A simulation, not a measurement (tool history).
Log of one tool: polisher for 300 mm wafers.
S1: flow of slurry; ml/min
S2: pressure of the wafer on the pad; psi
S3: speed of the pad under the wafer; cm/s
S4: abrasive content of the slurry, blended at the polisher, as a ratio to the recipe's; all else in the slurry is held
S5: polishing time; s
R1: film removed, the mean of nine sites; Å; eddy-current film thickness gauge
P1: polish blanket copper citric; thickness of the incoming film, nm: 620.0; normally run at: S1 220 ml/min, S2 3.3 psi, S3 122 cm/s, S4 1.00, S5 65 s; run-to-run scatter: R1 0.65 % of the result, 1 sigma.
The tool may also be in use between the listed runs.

run	hour	S1	S2	S3	S4	S5	R1
1	13.9	220	3.3	122	1.00	65	1903.30
2	26.9	220	3.3	122	1.25	65	2001.00
# hour 39.2: slurry nozzle cleaned
3	39.5	220	3.3	122	1.00	65	1913.60
4	55.7	220	3.3	74	1.00	65	1174.00
5	70.2	220	1.5	122	1.00	65	871.41
6	80.3	220	3.3	122	1.00	65	1887.20
7	90.5	280	3.3	122	1.00	65	1941.70
8	105.1	220	3.3	122	1.00	65	1898.60
9	118.8	220	3.3	122	1.30	94	2916.30
10	127.5	220	3.3	122	1.00	65	1888.90
11	142.3	220	3.3	122	0.55	65	1665.80
12	156.6	220	3.3	188	1.00	65	2932.60
13	173.6	130	3.3	122	1.00	65	1727.60
# hour 176.6: slurry blender recalibrated
14	182.5	220	5.2	122	1.00	65	2973.40
15	196.9	220	3.3	122	1.00	103	2998.00
16	209.2	220	3.3	122	1.00	65	1896.30
17	217.3	220	3.3	122	1.00	65	1900.20
18	228.3	220	3.3	122	1.00	33	967.49
19	245.3	140	3.3	122	1.00	38	1044.70
20	253.9	220	3.3	158	1.30	65	2605.00
21	271.4	220	3.3	122	1.00	65	1916.40
22	287.8	220	3.3	122	1.00	65	1874.10
23	298.5	220	3.3	122	1.00	65	1858.50
24	314.4	220	3.3	122	1.00	65	1826.00
# hour 323.6: slurry blender recalibrated
25	329.3	220	3.3	122	1.00	65	1805.60
26	337.3	220	3.3	122	1.00	65	1789.20
27	352.7	220	3.3	122	1.00	65	1791.10
# hour 365.6: worn pad replaced by a new one
28	367.9	220	3.3	122	1.00	65	1778.20
29	382.4	220	3.3	122	1.00	65	1800.70
30	390.8	220	3.3	122	1.00	65	1780.00
31	406.9	220	3.3	122	1.00	65	1812.00

What P1 gives has crept away from where it was. These 2 causes fit the log equally well, each at the size given:
A: slurry flow missing at the pad, % = 35.4
B: head's pressure below its setpoint, % = 6.46
The creep began at about hour 271.4.
Why every other cause is out:
removal rate lost through wear of the pad, %: serviced at hour 365.6, which brought nothing back
abrasive missing from the slurry, %: serviced at hour 323.6, which brought nothing back

4 check runs are offered, each on 3 wafers whose results are averaged, their results left as question marks. Which one tells the causes apart?
check 1	423.0	220	5.0	180	1.00	65	?
check 2	423.0	145	3.3	122	1.00	97	?
check 3	423.0	220	3.3	188	1.00	65	?
check 4	423.0	220	3.3	86	0.55	65	?

What each check would give under each cause:
check	result	if A	if B
check 1	R1	3946.60	3943.40
check 2	R1	2426.70	2501.30
check 3	R1	2730.50	2729.00
check 4	R1	1119.40	1119.80
How far apart the two closest causes lie, in the result that separates them most: check 1 0.08 %; check 2 3.03 %; check 3 0.06 %; check 4 0.04 %
Only check 2 tells the causes apart: in the others they would give nearly the same result.

Check 2 was then run and gave: R1 2441.50 Å. Which cause is it?

It is A: slurry flow missing at the pad, %.
